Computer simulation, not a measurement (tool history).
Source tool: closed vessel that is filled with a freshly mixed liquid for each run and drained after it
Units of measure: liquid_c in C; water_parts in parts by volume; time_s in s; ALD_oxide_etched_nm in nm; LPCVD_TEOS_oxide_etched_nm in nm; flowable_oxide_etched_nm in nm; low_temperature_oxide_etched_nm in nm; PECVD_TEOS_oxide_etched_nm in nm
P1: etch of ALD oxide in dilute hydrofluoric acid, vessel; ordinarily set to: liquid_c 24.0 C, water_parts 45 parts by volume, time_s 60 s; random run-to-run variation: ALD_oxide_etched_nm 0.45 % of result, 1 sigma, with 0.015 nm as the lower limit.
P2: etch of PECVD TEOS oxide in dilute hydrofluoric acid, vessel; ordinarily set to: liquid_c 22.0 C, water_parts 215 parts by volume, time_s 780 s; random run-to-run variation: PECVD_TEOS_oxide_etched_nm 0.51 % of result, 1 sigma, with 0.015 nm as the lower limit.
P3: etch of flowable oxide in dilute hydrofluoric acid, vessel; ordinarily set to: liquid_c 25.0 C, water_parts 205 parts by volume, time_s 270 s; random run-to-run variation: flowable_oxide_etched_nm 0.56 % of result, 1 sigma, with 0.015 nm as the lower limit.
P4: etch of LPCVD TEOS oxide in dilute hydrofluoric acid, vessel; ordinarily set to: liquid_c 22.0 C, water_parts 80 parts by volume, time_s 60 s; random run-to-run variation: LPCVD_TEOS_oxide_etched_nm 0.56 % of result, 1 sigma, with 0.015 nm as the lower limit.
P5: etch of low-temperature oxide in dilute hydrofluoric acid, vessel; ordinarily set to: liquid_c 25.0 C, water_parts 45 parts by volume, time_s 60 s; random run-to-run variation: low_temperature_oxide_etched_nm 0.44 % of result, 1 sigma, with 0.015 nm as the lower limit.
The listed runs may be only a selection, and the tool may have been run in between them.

run     day  process  liquid_c  water_parts  time_s  hours since the thermometer was replaced  hours since the hydrofluoric acid flow meter was replaced  ALD_oxide_etched_nm  LPCVD_TEOS_oxide_etched_nm  flowable_oxide_etched_nm  low_temperature_oxide_etched_nm  PECVD_TEOS_oxide_etched_nm
  1   0.562       P1      24.0           45      60                                     469.9                                                      225.4               28.512
  2   1.008       P4      17.0           80      60                                     480.6                                                      236.1                                           11.475
  3   1.608       P3      25.0          205     270                                     495.0                                                      250.5                                                                     35.347
  4   2.138       P5      25.0           45      60                                     507.7                                                      263.2                                                                                                      53.888
  5   2.562       P5      17.5           45      60                                     517.9                                                      273.4                                                                                                      39.337
  6   3.162       P1      24.0           45      60                                     532.3                                                      287.8               28.488
  7   3.788       P1      24.0           45      60                                     547.3                                                      302.8               28.515
  8   4.421       P3      25.0           55     270                                     562.5                                                      318.0                                                                    158.050
  9   4.871       P2      17.0          215     780                                     573.3                                                      328.8                                                                                                                                 30.8830
 10   5.346       P2      22.0          390     780                                     584.7                                                      340.2                                                                                                                                 17.6310
 11   5.629       P2      22.0          215     780                                     591.5                                                      347.0                                                                                                                                 37.5740
 12   6.183       P5      25.0           45     105                                     604.8                                                      360.3                                                                                                      94.111
 13   6.704       P3      25.0          205     115                                     617.3                                                      372.8                                                                     14.907
 14   7.158       P4      22.0           80      60                                     628.2                                                      383.7                                           14.086
 15   7.767       P1      24.0           45      60                                     642.8                                                      398.3               28.255
 16   8.354       P3      30.0          205     270                                     656.9                                                      412.4                                                                     42.312
 17   8.800       P1      20.5           45      30                                     667.6                                                      423.1               12.305
 18   9.408       P5      25.0           45      60                                     682.2                                                      437.7                                                                                                      54.385
 19   9.988       P1      24.0           45     115                                     696.1                                                      451.6               54.883
 20  10.379       P1      30.0           45      60                                     705.5                                                      461.0               36.576
 21  10.700       P1      24.0           25      60                                     713.2                                                      468.7               52.597
 22  11.079       P2      22.0          215     780                                     722.3                                                      477.8                                                                                                                                 37.5900
 23  11.650       P4      22.0           20      60                                     736.0                                                      491.5                                           61.137
 24  12.021       P1      19.0           45      60                                     744.9                                                      500.4               23.209
 25  12.508       P1      24.0           45      30                                     756.6                                                      512.1               14.140
 26  12.792       P5      25.0           60      60                                     763.4                                                      518.9                                                                                                      39.677
 27  13.262       P4      22.0           80      60                                     774.7                                                      530.2                                           14.046
 28  13.725       P4      22.0           80     115                                     785.8                                                      541.3                                           27.161
 29  14.058       P3      25.0          205     270                                     793.8                                                      549.3                                                                     35.458
 30  14.504       P2      22.0          215     185                                     804.5                                                      560.0                                                                                                                                  8.9139
 31  14.921       P1      24.0           45      60                                     814.5                                                      570.0               28.292
 32  15.329       P1      24.0           45      60                                     824.3                                                      579.8               28.536
 33  15.838       P1      24.0           70      60                                     836.5                                                      592.0               17.802
 34  16.288       P1      24.0           45      60                                     847.3                                                      602.8               28.566
 35  16.829       P1      24.0           45      60                                     860.3                                                      615.8               27.382
 36  17.371       P1      24.0           45      60                                     873.3                                                      628.8               26.725
 37  17.792       P1      24.0           45      60                                     883.4                                                      638.9               26.590
 38  18.221       P1      24.0           45      60                                     893.7                                                      649.2               26.082
 39  18.688       P1      24.0           45      60                                     904.9                                                      660.4               26.026
 40  19.329       P1      24.0           45      60                                     920.3                                                      675.8               26.173
 41  19.854       P1      24.0           45      60                                     932.9                                                      688.4               25.880
 42  20.433       P1      24.0           45      60                                     946.8                                                      702.3               25.928
 43  20.862       P1      24.0           45      60                                     957.1                                                      712.6               26.044

The output of P1 has drifted from where it used to be. Each of the 2 causes below, taken at the size shown beside it, accounts for the log equally well:
A: hydrofluoric acid flow below the setpoint (%) = 8.6
B: liquid colder than its thermometer reads (K) = 2.3
Onset of the creep was near day 16.288.

Of the 4 check runs below, each run on 2 wafers with the results averaged and each result still a question mark, which one would tell the listed causes apart?
check 1  21.292       P4      22.0           20      90                                                                                                                                                     ?
check 2  21.292       P5      21.0           45      95                                                                                                                                                                                                                ?
check 3  21.292       P3      25.0           70     270                                                                                                                                                                               ?
check 4  21.292       P2      22.0          330     780                                                                                                                                                                                                                                            ?

Check results expected under each cause:
  check                           result     if A     if B
check 1       LPCVD_TEOS_oxide_etched_nm   83.468   82.879
check 2  low_temperature_oxide_etched_nm   65.912   65.709
check 3         flowable_oxide_etched_nm  110.010  110.600
check 4       PECVD_TEOS_oxide_etched_nm  19.5310  20.2470
How far apart the two closest causes lie, in the result that separates them most: check 1 0.71 %; check 2 0.31 %; check 3 0.53 %; check 4 3.6 %
Check 4 is the one run that separates the causes; every other check would come out nearly the same whichever cause is at work.

Here is what check 4 returned: PECVD_TEOS_oxide_etched_nm 20.0880 nm. Which cause is it?

It is B: liquid colder than its thermometer reads (K).
